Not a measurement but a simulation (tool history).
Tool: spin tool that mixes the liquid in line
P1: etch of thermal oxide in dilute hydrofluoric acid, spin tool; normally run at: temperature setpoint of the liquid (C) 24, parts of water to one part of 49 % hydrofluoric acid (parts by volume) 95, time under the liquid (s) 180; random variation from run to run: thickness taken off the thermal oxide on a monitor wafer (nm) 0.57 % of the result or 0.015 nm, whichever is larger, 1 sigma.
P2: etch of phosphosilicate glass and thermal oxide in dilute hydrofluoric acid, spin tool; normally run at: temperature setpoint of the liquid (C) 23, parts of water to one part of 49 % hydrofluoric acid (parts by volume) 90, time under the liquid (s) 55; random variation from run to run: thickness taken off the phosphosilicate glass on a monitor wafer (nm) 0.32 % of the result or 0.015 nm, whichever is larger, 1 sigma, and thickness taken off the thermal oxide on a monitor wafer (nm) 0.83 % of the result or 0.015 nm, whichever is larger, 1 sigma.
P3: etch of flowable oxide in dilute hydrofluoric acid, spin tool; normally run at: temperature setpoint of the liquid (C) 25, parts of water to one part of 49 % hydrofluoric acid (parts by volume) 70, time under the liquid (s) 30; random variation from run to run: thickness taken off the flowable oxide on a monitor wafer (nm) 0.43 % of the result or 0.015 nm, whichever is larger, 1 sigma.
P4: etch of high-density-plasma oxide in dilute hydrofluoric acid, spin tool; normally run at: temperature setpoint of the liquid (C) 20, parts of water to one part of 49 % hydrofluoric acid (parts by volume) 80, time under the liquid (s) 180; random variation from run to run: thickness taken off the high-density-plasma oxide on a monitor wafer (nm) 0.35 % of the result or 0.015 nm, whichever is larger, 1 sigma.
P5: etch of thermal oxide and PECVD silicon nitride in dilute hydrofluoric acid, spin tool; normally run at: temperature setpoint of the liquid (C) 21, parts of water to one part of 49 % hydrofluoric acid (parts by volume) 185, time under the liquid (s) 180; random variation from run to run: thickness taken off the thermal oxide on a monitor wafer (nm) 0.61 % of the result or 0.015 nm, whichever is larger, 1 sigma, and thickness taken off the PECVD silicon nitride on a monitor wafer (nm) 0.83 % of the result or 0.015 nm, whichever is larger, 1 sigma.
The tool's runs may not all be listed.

run,hour,process that ran,temperature setpoint of the liquid (C),parts of water to one part of 49 % hydrofluoric acid (parts by volume),time under the liquid (s),thickness taken off the thermal oxide on a monitor wafer (nm),thickness taken off the high-density-plasma oxide on a monitor wafer (nm),thickness taken off the flowable oxide on a monitor wafer (nm),thickness taken off the phosphosilicate glass on a monitor wafer (nm),thickness taken off the PECVD silicon nitride on a monitor wafer (nm)
1,14.4,P1,24,95,180,9.5649,,,,
2,23.2,P1,24,95,295,15.762,,,,
3,37.8,P4,20,80,360,,21.464,,,
# hour 47.9: hydrofluoric acid flow meter replaced
4,52.6,P1,24,95,180,9.5956,,,,
5,63.3,P1,31.5,95,180,12.876,,,,
6,74.6,P3,25,30,30,,,30.97,,
# hour 80.2: thermometer replaced
7,86.9,P2,23,90,15,0.76634,,,15.635,
8,99.2,P1,17,95,180,7.2198,,,,
9,107.1,P5,21,325,180,1.909,,,,1.6882
10,123.4,P4,24,80,180,,12.581,,,
11,132.9,P1,24,50,180,19.61,,,,
12,140.8,P5,21,185,180,3.7756,,,,2.9019
13,157.2,P1,24,60,15,1.313,,,,
14,172.9,P5,21,185,95,2.0075,,,,1.5505
15,180.9,P2,17,90,55,2.2076,,,44.498,
16,195.8,P2,23,90,55,2.8362,,,56.936,
17,209.8,P3,25,70,30,,,12.554,,
18,224.2,P4,20,135,180,,5.9516,,,
19,236.7,P4,20,80,180,,10.743,,,
20,250.2,P2,23,40,55,6.7478,,,136.79,
21,261.1,P5,27.5,185,180,4.8998,,,,4.3976
22,272.6,P1,24,95,180,9.6478,,,,
23,287.8,P1,24,140,180,6.2304,,,,
24,301.4,P3,25,70,15,,,6.2326,,
25,309.2,P1,24,95,90,4.8084,,,,
26,318,P4,20,80,180,,10.608,,,
27,325.9,P3,31,70,30,,,15.941,,
28,339.4,P2,23,90,55,2.8305,,,57.129,
29,347.3,P1,24,95,180,9.6902,,,,
30,355.1,P1,24,95,180,9.6825,,,,
31,365.1,P1,24,95,180,9.8411,,,,
32,379.7,P1,24,95,180,10.074,,,,
33,394.4,P1,24,95,180,10.122,,,,
34,404.6,P1,24,95,180,10.236,,,,
35,422.3,P1,24,95,180,10.267,,,,
36,437.7,P1,24,95,180,10.33,,,,
37,454.1,P1,24,95,180,10.438,,,,
38,465.5,P1,24,95,180,10.316,,,,
39,480.6,P1,24,95,180,10.393,,,,
40,490.9,P1,24,95,180,10.23,,,,
41,506.1,P1,24,95,180,10.418,,,,

What P1 gives has crept away from where it was. These 2 causes fit the log equally well, each at the size given:
A: hydrofluoric acid flow above the setpoint (%) = 7.17
B: liquid hotter than its thermometer reads (K) = 1.96
The creep began at about hour 355.1.

4 check runs are offered, each on 2 wafers whose results are averaged, their results left as question marks. Which one tells the causes apart?
check 1,521.3,P4,20,80,180,,?,,,
check 2,521.3,P3,25,70,30,,,?,,
check 3,521.3,P5,21,185,180,?,,,,?
check 4,521.3,P2,23,90,55,?,,,?,

What each check would give under each cause:
check,result,if A,if B
check 1,thickness taken off the high-density-plasma oxide on a monitor wafer (nm),11.548,11.612
check 2,thickness taken off the flowable oxide on a monitor wafer (nm),13.528,13.564
check 3,thickness taken off the thermal oxide on a monitor wafer (nm),4.1725,4.1425
check 3,thickness taken off the PECVD silicon nitride on a monitor wafer (nm),3.1151,3.3056
check 4,thickness taken off the thermal oxide on a monitor wafer (nm),3.0502,3.0552
check 4,thickness taken off the phosphosilicate glass on a monitor wafer (nm),61.578,61.679
How far apart the two closest causes lie, in the result that separates them most: check 1 0.55 %; check 2 0.27 %; check 3 5.93 %; check 4 0.16 %
Check 3 tells the causes apart: in the others they would give nearly the same result.

Then check 3 was run and gave: thickness taken off the thermal oxide on a monitor wafer (nm) 4.1823; thickness taken off the PECVD silicon nitride on a monitor wafer (nm) 3.0892. Which cause is it?

It is A: hydrofluoric acid flow above the setpoint (%).

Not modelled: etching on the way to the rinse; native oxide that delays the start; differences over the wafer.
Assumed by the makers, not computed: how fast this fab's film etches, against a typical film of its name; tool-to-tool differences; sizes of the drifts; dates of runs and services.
